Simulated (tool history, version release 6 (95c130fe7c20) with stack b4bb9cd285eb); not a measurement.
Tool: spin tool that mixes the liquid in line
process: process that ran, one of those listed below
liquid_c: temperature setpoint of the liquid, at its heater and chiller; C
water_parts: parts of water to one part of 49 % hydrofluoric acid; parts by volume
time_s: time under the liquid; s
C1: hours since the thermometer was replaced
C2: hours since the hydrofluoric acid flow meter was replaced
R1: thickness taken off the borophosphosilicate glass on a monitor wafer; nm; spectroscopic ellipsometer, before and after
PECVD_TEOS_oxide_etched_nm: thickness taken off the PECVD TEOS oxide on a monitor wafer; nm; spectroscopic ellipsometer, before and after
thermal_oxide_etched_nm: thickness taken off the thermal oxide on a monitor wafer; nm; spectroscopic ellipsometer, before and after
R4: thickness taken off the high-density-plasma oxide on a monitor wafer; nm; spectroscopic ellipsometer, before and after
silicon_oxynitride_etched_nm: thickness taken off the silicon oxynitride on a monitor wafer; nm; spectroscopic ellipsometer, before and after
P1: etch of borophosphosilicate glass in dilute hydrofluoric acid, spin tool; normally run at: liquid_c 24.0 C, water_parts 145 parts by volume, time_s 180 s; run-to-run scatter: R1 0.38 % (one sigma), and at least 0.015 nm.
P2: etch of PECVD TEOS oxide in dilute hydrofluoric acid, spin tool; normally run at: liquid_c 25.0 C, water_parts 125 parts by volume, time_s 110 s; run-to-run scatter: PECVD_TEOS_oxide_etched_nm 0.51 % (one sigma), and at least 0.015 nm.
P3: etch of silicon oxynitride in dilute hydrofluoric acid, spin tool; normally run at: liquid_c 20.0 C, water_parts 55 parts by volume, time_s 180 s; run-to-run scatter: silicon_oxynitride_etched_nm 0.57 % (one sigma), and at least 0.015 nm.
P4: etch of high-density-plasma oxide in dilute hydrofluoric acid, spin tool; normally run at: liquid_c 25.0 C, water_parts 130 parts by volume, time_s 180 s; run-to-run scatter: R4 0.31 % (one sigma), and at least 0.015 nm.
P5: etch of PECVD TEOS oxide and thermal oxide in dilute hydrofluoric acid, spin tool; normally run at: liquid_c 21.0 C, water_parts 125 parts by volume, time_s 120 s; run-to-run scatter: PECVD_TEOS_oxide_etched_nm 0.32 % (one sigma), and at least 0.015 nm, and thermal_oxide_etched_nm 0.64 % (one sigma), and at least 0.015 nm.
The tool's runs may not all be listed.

{"run": 1, "hour": 6.1, "process": "P1", "liquid_c": 24.0, "water_parts": 145, "time_s": 180, "C1": 1673.6, "C2": 577.9, "R1": 36.386}
{"run": 2, "hour": 11.5, "process": "P1", "liquid_c": 24.0, "water_parts": 145, "time_s": 15, "C1": 1679.0, "C2": 583.3, "R1": 3.0292}
{"run": 3, "hour": 15.9, "process": "P2", "liquid_c": 17.0, "water_parts": 125, "time_s": 110, "C1": 1683.4, "C2": 587.7, "PECVD_TEOS_oxide_etched_nm": 9.8941}
{"run": 4, "hour": 21.7, "process": "P2", "liquid_c": 25.0, "water_parts": 125, "time_s": 110, "C1": 1689.2, "C2": 593.5, "PECVD_TEOS_oxide_etched_nm": 13.588}
{"run": 5, "hour": 28.0, "process": "P5", "liquid_c": 21.0, "water_parts": 125, "time_s": 210, "C1": 1695.5, "C2": 599.8, "PECVD_TEOS_oxide_etched_nm": 18.793, "thermal_oxide_etched_nm": 6.7124}
{"run": 6, "hour": 35.7, "process": "P1", "liquid_c": 17.0, "water_parts": 195, "time_s": 180, "C1": 1703.2, "C2": 607.5, "R1": 19.647}
{"run": 7, "hour": 40.4, "process": "P1", "liquid_c": 24.0, "water_parts": 145, "time_s": 180, "C1": 1707.9, "C2": 612.2, "R1": 36.552}
{"run": 8, "hour": 47.6, "process": "P5", "liquid_c": 21.0, "water_parts": 35, "time_s": 120, "C1": 1715.1, "C2": 619.4, "PECVD_TEOS_oxide_etched_nm": 42.466, "thermal_oxide_etched_nm": 15.23}
{"run": 9, "hour": 54.9, "process": "P1", "liquid_c": 24.0, "water_parts": 145, "time_s": 180, "C1": 1722.4, "C2": 626.7, "R1": 36.066}
{"run": 10, "hour": 60.4, "process": "P4", "liquid_c": 25.0, "water_parts": 130, "time_s": 180, "C1": 1727.9, "C2": 632.2, "R4": 6.8673}
{"run": 11, "hour": 65.1, "process": "P1", "liquid_c": 24.0, "water_parts": 145, "time_s": 180, "C1": 1732.6, "C2": 636.9, "R1": 36.449}
{"run": 12, "hour": 71.0, "process": "P1", "liquid_c": 24.0, "water_parts": 95, "time_s": 180, "C1": 1738.5, "C2": 642.8, "R1": 59.239}
{"run": 13, "hour": 76.9, "process": "P2", "liquid_c": 25.0, "water_parts": 125, "time_s": 185, "C1": 1744.4, "C2": 648.7, "PECVD_TEOS_oxide_etched_nm": 23.021}
{"run": 14, "hour": 84.1, "process": "P4", "liquid_c": 25.0, "water_parts": 220, "time_s": 180, "C1": 1751.6, "C2": 655.9, "R4": 3.6265}
{"run": 15, "hour": 87.8, "process": "P5", "liquid_c": 21.0, "water_parts": 125, "time_s": 120, "C1": 1755.3, "C2": 659.6, "PECVD_TEOS_oxide_etched_nm": 10.616, "thermal_oxide_etched_nm": 3.7623}
{"run": 16, "hour": 95.9, "process": "P1", "liquid_c": 30.5, "water_parts": 145, "time_s": 180, "C1": 1763.4, "C2": 667.7, "R1": 46.463}
{"run": 17, "hour": 100.7, "process": "P1", "liquid_c": 24.0, "water_parts": 255, "time_s": 180, "C1": 1768.2, "C2": 672.5, "R1": 18.477}
{"run": 18, "hour": 106.9, "process": "P1", "liquid_c": 17.0, "water_parts": 145, "time_s": 180, "C1": 1774.4, "C2": 678.7, "R1": 27.67}
{"run": 19, "hour": 110.5, "process": "P2", "liquid_c": 25.0, "water_parts": 195, "time_s": 110, "C1": 1778.0, "C2": 682.3, "PECVD_TEOS_oxide_etched_nm": 8.0612}
{"run": 20, "hour": 115.8, "process": "P1", "liquid_c": 17.5, "water_parts": 45, "time_s": 180, "C1": 1783.3, "C2": 687.6, "R1": 100.54}
{"run": 21, "hour": 121.2, "process": "P1", "liquid_c": 24.0, "water_parts": 145, "time_s": 330, "C1": 1788.7, "C2": 693.0, "R1": 66.732}
{"run": 22, "hour": 126.3, "process": "P5", "liquid_c": 28.0, "water_parts": 125, "time_s": 120, "C1": 1793.8, "C2": 698.1, "PECVD_TEOS_oxide_etched_nm": 14.041, "thermal_oxide_etched_nm": 5.0117}
{"run": 23, "hour": 133.5, "process": "P4", "liquid_c": 25.0, "water_parts": 130, "time_s": 85, "C1": 1801.0, "C2": 705.3, "R4": 3.2263}
{"run": 24, "hour": 139.9, "process": "P3", "liquid_c": 20.0, "water_parts": 55, "time_s": 365, "C1": 1807.4, "C2": 711.7, "silicon_oxynitride_etched_nm": 8.0331}
{"run": 25, "hour": 145.9, "process": "P3", "liquid_c": 20.0, "water_parts": 25, "time_s": 180, "C1": 1813.4, "C2": 717.7, "silicon_oxynitride_etched_nm": 8.8978}
{"run": 26, "hour": 149.7, "process": "P5", "liquid_c": 21.0, "water_parts": 125, "time_s": 120, "C1": 1817.2, "C2": 721.5, "PECVD_TEOS_oxide_etched_nm": 10.663, "thermal_oxide_etched_nm": 3.8182}
{"run": 27, "hour": 157.7, "process": "P3", "liquid_c": 20.0, "water_parts": 55, "time_s": 180, "C1": 1825.2, "C2": 729.5, "silicon_oxynitride_etched_nm": 3.9595}
{"run": 28, "hour": 163.4, "process": "P3", "liquid_c": 17.0, "water_parts": 55, "time_s": 180, "C1": 1830.9, "C2": 735.2, "silicon_oxynitride_etched_nm": 3.4453}
{"run": 29, "hour": 167.2, "process": "P3", "liquid_c": 20.0, "water_parts": 55, "time_s": 180, "C1": 1834.7, "C2": 739.0, "silicon_oxynitride_etched_nm": 3.9801}
{"run": 30, "hour": 172.2, "process": "P4", "liquid_c": 29.0, "water_parts": 130, "time_s": 180, "C1": 1839.7, "C2": 744.0, "R4": 7.9635}
{"run": 31, "hour": 178.1, "process": "P1", "liquid_c": 24.0, "water_parts": 145, "time_s": 180, "C1": 1845.6, "C2": 749.9, "R1": 36.263}
{"run": 32, "hour": 185.3, "process": "P1", "liquid_c": 24.0, "water_parts": 145, "time_s": 180, "C1": 1852.8, "C2": 757.1, "R1": 37.745}
{"run": 33, "hour": 189.2, "process": "P1", "liquid_c": 24.0, "water_parts": 145, "time_s": 180, "C1": 1856.7, "C2": 761.0, "R1": 38.092}
{"run": 34, "hour": 193.3, "process": "P1", "liquid_c": 24.0, "water_parts": 145, "time_s": 180, "C1": 1860.8, "C2": 765.1, "R1": 38.523}
{"run": 35, "hour": 200.5, "process": "P1", "liquid_c": 24.0, "water_parts": 145, "time_s": 180, "C1": 1868.0, "C2": 772.3, "R1": 38.905}
{"run": 36, "hour": 207.7, "process": "P1", "liquid_c": 24.0, "water_parts": 145, "time_s": 180, "C1": 1875.2, "C2": 779.5, "R1": 39.307}
{"run": 37, "hour": 215.2, "process": "P1", "liquid_c": 24.0, "water_parts": 145, "time_s": 180, "C1": 1882.7, "C2": 787.0, "R1": 39.202}
{"run": 38, "hour": 222.8, "process": "P1", "liquid_c": 24.0, "water_parts": 145, "time_s": 180, "C1": 1890.3, "C2": 794.6, "R1": 39.306}
{"run": 39, "hour": 226.4, "process": "P1", "liquid_c": 24.0, "water_parts": 145, "time_s": 180, "C1": 1893.9, "C2": 798.2, "R1": 39.325}
{"run": 40, "hour": 230.2, "process": "P1", "liquid_c": 24.0, "water_parts": 145, "time_s": 180, "C1": 1897.7, "C2": 802.0, "R1": 39.279}
{"run": 41, "hour": 237.9, "process": "P1", "liquid_c": 24.0, "water_parts": 145, "time_s": 180, "C1": 1905.4, "C2": 809.7, "R1": 39.285}

What P1 gives has crept away from where it was. These 2 causes fit the log equally well, each at the size given:
A: hydrofluoric acid flow above the setpoint (%) = 7.39
B: liquid hotter than its thermometer reads (K) = 2.19
The creep began at about hour 178.1.

4 check runs are offered, each on 2 wafers whose results are averaged, their results left as question marks. Which one tells the causes apart?
{"run": "check 1", "hour": 245.6, "process": "P3", "liquid_c": 17.0, "water_parts": 55, "time_s": 355, "silicon_oxynitride_etched_nm": "?"}
{"run": "check 2", "hour": 245.6, "process": "P5", "liquid_c": 28.0, "water_parts": 80, "time_s": 120, "PECVD_TEOS_oxide_etched_nm": "?", "thermal_oxide_etched_nm": "?"}
{"run": "check 3", "hour": 245.6, "process": "P2", "liquid_c": 25.0, "water_parts": 185, "time_s": 110, "PECVD_TEOS_oxide_etched_nm": "?"}
{"run": "check 4", "hour": 245.6, "process": "P4", "liquid_c": 25.0, "water_parts": 190, "time_s": 180, "R4": "?"}

What each check would give under each cause:
check=check_1 result=silicon_oxynitride_etched_nm if_A=7.2301 if_B=7.5100
check=check_2 result=PECVD_TEOS_oxide_etched_nm if_A=25.1580 if_B=25.2890
check=check_2 result=thermal_oxide_etched_nm if_A=8.9731 if_B=9.0196
check=check_3 result=PECVD_TEOS_oxide_etched_nm if_A=9.3841 if_B=9.3305
check=check_4 result=R4 if_A=4.7529 if_B=4.7231
How far apart the two closest causes lie, in the result that separates them most: check 1 3.8 %; check 2 0.52 %; check 3 0.57 %; check 4 0.63 %
Check 1 tells the causes apart: in the others they would give nearly the same result.

Then check 1 was run and gave: silicon_oxynitride_etched_nm 7.2727 nm. Which cause is it?

It is A: hydrofluoric acid flow above the setpoint (%).

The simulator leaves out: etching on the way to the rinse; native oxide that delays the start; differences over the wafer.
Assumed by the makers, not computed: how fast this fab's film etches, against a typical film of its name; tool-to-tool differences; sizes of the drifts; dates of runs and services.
